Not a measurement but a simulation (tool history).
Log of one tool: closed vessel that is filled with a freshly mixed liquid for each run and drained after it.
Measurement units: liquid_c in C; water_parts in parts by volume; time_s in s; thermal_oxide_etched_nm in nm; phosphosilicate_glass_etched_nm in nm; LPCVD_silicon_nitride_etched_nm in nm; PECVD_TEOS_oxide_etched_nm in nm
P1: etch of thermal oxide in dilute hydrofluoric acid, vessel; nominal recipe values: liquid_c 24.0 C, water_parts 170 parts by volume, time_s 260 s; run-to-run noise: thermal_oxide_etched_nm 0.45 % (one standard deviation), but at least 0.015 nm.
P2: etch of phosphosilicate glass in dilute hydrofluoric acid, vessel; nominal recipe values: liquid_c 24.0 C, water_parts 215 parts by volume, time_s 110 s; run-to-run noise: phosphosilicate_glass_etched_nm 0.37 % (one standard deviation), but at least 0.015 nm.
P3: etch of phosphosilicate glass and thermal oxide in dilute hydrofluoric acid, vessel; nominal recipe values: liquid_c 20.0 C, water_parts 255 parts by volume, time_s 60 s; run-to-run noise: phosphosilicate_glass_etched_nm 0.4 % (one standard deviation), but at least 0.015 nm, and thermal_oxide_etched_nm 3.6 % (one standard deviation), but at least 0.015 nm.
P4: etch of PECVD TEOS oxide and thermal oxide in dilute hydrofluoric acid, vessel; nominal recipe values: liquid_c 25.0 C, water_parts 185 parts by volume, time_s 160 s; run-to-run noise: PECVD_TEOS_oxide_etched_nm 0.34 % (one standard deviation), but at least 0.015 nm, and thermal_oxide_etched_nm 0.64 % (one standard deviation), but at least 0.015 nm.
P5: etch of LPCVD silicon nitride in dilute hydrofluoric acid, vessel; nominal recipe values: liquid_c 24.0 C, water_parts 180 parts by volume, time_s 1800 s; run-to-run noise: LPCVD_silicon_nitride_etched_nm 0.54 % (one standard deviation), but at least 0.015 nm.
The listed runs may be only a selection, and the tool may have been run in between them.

run,day,process,liquid_c,water_parts,time_s,hours since the thermometer was replaced,hours since the hydrofluoric acid flow meter was replaced,thermal_oxide_etched_nm,phosphosilicate_glass_etched_nm,LPCVD_silicon_nitride_etched_nm,PECVD_TEOS_oxide_etched_nm
1,0.208,P1,24.0,170,260,387.5,117.3,6.66200,,,
2,0.500,P2,24.0,385,110,394.5,124.3,,18.379,,
3,0.725,P5,29.5,180,1800,399.9,129.7,,,7.4720,
4,0.975,P3,17.0,255,60,405.9,135.7,0.66197,9.173,,
5,1.154,P2,24.0,215,30,410.2,140.0,,10.611,,
6,1.392,P5,24.0,180,1800,415.9,145.7,,,5.2402,
7,1.646,P5,24.0,90,1800,422.0,151.8,,,10.5040,
# day 1.908: hydrofluoric acid flow meter replaced
8,1.912,P1,24.0,60,260,428.4,0.1,21.34000,,,
9,2.196,P2,30.0,215,110,435.2,6.9,,47.939,,
10,2.379,P4,25.0,185,160,439.6,11.3,3.71450,,,20.4490
11,2.592,P1,24.0,170,260,444.7,16.4,6.66150,,,
12,2.779,P1,24.0,170,260,449.2,20.9,6.70930,,,
13,2.938,P5,24.0,180,690,453.0,24.7,,,2.0138,
14,3.225,P4,25.0,185,50,459.9,31.6,1.17940,,,6.4056
# day 3.279: thermometer replaced
15,3.438,P1,24.0,170,105,3.9,36.7,2.68170,,,
16,3.688,P1,24.0,170,480,9.9,42.7,12.33000,,,
17,3.992,P1,30.0,170,260,17.2,50.0,8.24280,,,
18,4.246,P1,24.0,170,260,23.3,56.1,6.63350,,,
19,4.475,P3,20.0,255,115,28.8,61.6,1.48110,19.604,,
20,4.683,P1,24.0,295,370,33.8,66.6,4.81970,,,
21,4.892,P4,25.0,85,160,38.8,71.6,9.18250,,,49.7280

Forecast run 22:
22,5.188,P1,17.0,170,260,45.9,78.7,?,,,

For run 22 the tool returned thermal_oxide_etched_nm 5.08320 nm.
